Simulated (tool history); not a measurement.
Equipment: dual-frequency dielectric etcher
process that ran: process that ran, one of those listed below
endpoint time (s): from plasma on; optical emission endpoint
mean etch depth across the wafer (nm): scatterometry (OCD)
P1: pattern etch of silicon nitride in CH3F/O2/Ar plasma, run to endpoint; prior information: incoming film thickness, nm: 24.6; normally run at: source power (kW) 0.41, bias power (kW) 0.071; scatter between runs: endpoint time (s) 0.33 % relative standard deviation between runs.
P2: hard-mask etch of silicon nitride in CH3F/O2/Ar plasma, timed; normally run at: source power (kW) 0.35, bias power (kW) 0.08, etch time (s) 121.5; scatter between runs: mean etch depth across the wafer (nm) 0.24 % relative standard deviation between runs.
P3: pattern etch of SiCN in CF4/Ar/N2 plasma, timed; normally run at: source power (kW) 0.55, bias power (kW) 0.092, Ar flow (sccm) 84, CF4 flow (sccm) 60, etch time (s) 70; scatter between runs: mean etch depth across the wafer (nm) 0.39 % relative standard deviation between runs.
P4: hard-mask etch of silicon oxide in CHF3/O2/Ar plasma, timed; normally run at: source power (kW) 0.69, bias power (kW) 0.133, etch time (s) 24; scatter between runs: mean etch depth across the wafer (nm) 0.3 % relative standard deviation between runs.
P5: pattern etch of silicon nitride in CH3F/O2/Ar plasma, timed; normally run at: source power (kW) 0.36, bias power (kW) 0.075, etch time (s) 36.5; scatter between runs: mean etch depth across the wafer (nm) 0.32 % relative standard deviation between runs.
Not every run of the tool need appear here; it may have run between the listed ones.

run	hour	process that ran	source power (kW)	bias power (kW)	Ar flow (sccm)	CF4 flow (sccm)	etch time (s)	hours since the last wet clean	hours since the last source power generator calibration	hours since the last bias power generator calibration	endpoint time (s)	mean etch depth across the wafer (nm)
1	4.9	P1	0.41	0.071				198.7	3640.2	2686.8	35.289	
2	10.1	P3	0.55	0.092	84	84	70	203.9	3645.4	2692		82.487
3	13.5	P3	0.55	0.092	84	60	40	207.3	3648.8	2695.4		44.671
4	18.6	P5	0.36	0.075			36.5	212.4	3653.9	2700.5		25.825
5	23.2	P1	0.41	0.071				217	3658.5	2705.1	35.525	
6	26.7	P4	0.69	0.133			16.5	220.5	3662	2708.6		31.846
7	31.7	P2	0.26	0.08			121.5	225.5	3667	2713.6		73.787
8	34.8	P2	0.35	0.08			121.5	228.6	3670.1	2716.7		83.131
9	37.1	P1	0.41	0.052				230.9	3672.4	2719	39.367	
10	41.4	P1	0.52	0.051				235.2	3676.7	2723.3	36.053	
11	44.8	P3	0.55	0.129	84	60	70	238.6	3680.1	2726.7		88.903
12	48.2	P3	0.55	0.092	84	60	70	242	3683.5	2730.1		77.58
13	51	P2	0.35	0.102			121.5	244.8	3686.3	2732.9		90.122
14	53.7	P1	0.53	0.071				247.5	3689	2735.6	32.25	
15	58.8	P3	0.55	0.092	108	60	70	252.6	3694.1	2740.7		75.443
16	63.9	P1	0.41	0.071				257.7	3699.2	2745.8	35.349	
17	68.5	P2	0.35	0.08			68.5	262.3	3703.8	2750.4		46.522
18	72.7	P4	0.86	0.133			24	266.5	3708	2754.6		50.332
19	75.3	P5	0.36	0.075			51	269.1	3710.6	2757.2		36.512
20	78.7	P3	0.68	0.092	84	60	70	272.5	3714	2760.6		94.514
21	82	P1	0.41	0.071				275.8	3717.3	2763.9	35.564	
22	87	P1	0.41	0.086				280.8	3722.3	2768.9	33.406	
23	92	P1	0.27	0.045				285.8	3727.3	2773.9	48.638	
24	94.6	P5	0.36	0.075			36.5	288.4	3729.9	2776.5		25.835
25	98.5	P3	0.55	0.092	84	60	70	292.3	3733.8	2780.4		78.074
26	103	P2	0.35	0.08			121.5	296.8	3738.3	2784.9		83.068
27	106.3	P5	0.36	0.093			36.5	300.1	3741.6	2788.2		27.956
28	110.1	P4	0.69	0.183			24	303.9	3745.4	2792		51.292
29	114.7	P1	0.41	0.071				308.5	3750	2796.6	35.317	
30	117.7	P4	0.69	0.133			24	311.5	3753	2799.6		46.181
31	122.7	P1	0.41	0.071				316.5	3758	2804.6	35.339	
32	127.7	P1	0.28	0.071				321.5	3763	2809.6	40.999	
33	132.5	P1	0.49	0.051				326.3	3767.8	2814.4	36.779	
34	136.3	P5	0.27	0.075			36.5	330.1	3771.6	2818.2		23.251
35	139	P1	0.41	0.071				332.8	3774.3	2820.9	35.307	
36	142.6	P1	0.41	0.071				336.4	3777.9	2824.5	35.451	
37	146.2	P1	0.41	0.071				340	3781.5	2828.1	35.707	
38	149.5	P1	0.41	0.071				343.3	3784.8	2831.4	35.676	
# hour 153.2: wet clean of the chamber
39	154	P1	0.41	0.071				0.9	3789.3	2835.9	35.853	
40	158.5	P1	0.41	0.071				5.4	3793.8	2840.4	36.112	
41	162.6	P1	0.41	0.071				9.5	3797.9	2844.5	35.9	
42	165	P1	0.41	0.071				11.9	3800.3	2846.9	35.951	
43	168.4	P1	0.41	0.071				15.3	3803.7	2850.3	36.016	
44	171.1	P1	0.41	0.071				18	3806.4	2853	35.846	

What P1 gives has crept away from where it was. These 2 causes fit the log equally well, each at the size given:
A: source power that arrives under what is set, % = 4.27
B: bias power that arrives under what is set, % = 4.77
At approximately hour 139, the process output began to creep.
What rules out each remaining cause:
chamber walls in a state that lowers the etch rate, %: maintenance at hour 153.2, after the shift began, did not return the process to its former output

Which of the 4 check runs listed below, each an average over 2 wafers with its results shown as question marks, gives clearly different results under the different listed causes?
check 1	173.8	P3	0.55	0.092	84	60	70					?
check 2	173.8	P4	0.69	0.133			24					?
check 3	173.8	P5	0.36	0.075			36.5					?
check 4	173.8	P2	0.35	0.08			121.5					?

What every check run would give for each of its results, assuming each possible cause in turn:
check	result	if A	if B
check 1	mean etch depth across the wafer (nm)	75.485	77.068
check 2	mean etch depth across the wafer (nm)	45.42	45.508
check 3	mean etch depth across the wafer (nm)	25.468	25.456
check 4	mean etch depth across the wafer (nm)	81.44	81.369
Per-check spread between the two closest causes, in the result where they differ most: check 1 2.08 %; check 2 0.19 %; check 3 0.05 %; check 4 0.09 %
Only check 1 tells the causes apart: in the others they would give nearly the same result.

The results of check 1 are: mean etch depth across the wafer (nm) 75.737. Based on these, which of the listed causes is it?

The correct cause is A, namely: source power that arrives under what is set, %.
